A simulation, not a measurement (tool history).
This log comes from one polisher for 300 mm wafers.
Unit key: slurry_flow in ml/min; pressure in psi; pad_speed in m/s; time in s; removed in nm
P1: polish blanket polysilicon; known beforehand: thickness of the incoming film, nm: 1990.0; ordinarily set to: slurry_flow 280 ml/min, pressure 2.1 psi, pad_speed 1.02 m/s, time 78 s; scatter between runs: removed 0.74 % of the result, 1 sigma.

run,day,slurry_flow,pressure,pad_speed,time,removed
1,0.300,280,2.1,1.02,78,558.90
2,0.708,280,2.1,1.02,78,556.92
3,0.950,280,2.1,1.02,78,553.47
4,1.317,280,2.1,1.02,121,860.74
5,1.671,170,2.1,1.02,78,523.73
6,2.050,280,2.1,1.02,78,556.92
7,2.392,170,2.9,1.02,78,725.96
8,2.592,280,2.1,1.02,78,550.63
9,2.796,280,1.6,1.02,102,554.80
10,3.121,280,2.1,1.02,49,345.41
11,3.542,280,2.1,1.56,78,846.60
12,3.729,280,2.6,1.02,78,696.00
# day 3.846: slurry nozzle cleaned
13,3.975,280,2.1,1.02,78,554.56
14,4.404,370,2.1,1.02,78,572.21
15,4.692,280,2.1,0.46,78,249.98
16,5.117,280,1.3,1.02,78,342.98
17,5.346,280,2.1,1.02,78,550.23
18,5.675,280,2.1,1.02,78,541.40
19,5.942,280,2.1,1.02,78,533.29
# day 6.058: worn pad replaced by a new one
20,6.275,280,2.1,1.02,78,532.69
21,6.604,280,2.1,1.02,78,539.18
22,6.825,280,2.1,1.02,78,534.07
23,7.179,280,2.1,1.02,78,538.00

The log shows P1 creeping away from where it was. Any of the 2 causes listed here, at the size stated for it, fits the log just as well as the others:
A: slurry flow missing at the pad, % = 30.7
B: head's pressure below its setpoint, % = 4.11
The onset of the drift is placed at about day 5.346.
Other possible causes, and why each is ruled out:
removal rate lost through wear of the pad, %: serviced at day 6.058, after the change had begun; the process did not return to its earlier output

Consider the 4 check runs below, whose results appear as question marks and each of which averages 5 wafers. Which one distinguishes the causes, in that each cause would give it a clearly different result?
check 1,7.533,280,2.1,1.52,120,?
check 2,7.533,175,2.1,1.02,61,?
check 3,7.533,280,2.1,0.72,56,?
check 4,7.533,280,2.1,1.30,118,?

What each check would give under each cause:
check,result,if A,if B
check 1,removed,1221.50,1221.50
check 2,removed,384.71,393.73
check 3,removed,270.02,270.02
check 4,removed,1027.30,1027.30
How far apart the two closest causes lie, in the result that separates them most: check 1 0 %; check 2 2.32 %; check 3 0 %; check 4 0 %
Check 2 distinguishes between the causes, while the remaining checks would return nearly the same result for all of them.

Check 2 was then run and gave: removed 394.33 nm. Which cause is it?

The cause is B: head's pressure below its setpoint, %.

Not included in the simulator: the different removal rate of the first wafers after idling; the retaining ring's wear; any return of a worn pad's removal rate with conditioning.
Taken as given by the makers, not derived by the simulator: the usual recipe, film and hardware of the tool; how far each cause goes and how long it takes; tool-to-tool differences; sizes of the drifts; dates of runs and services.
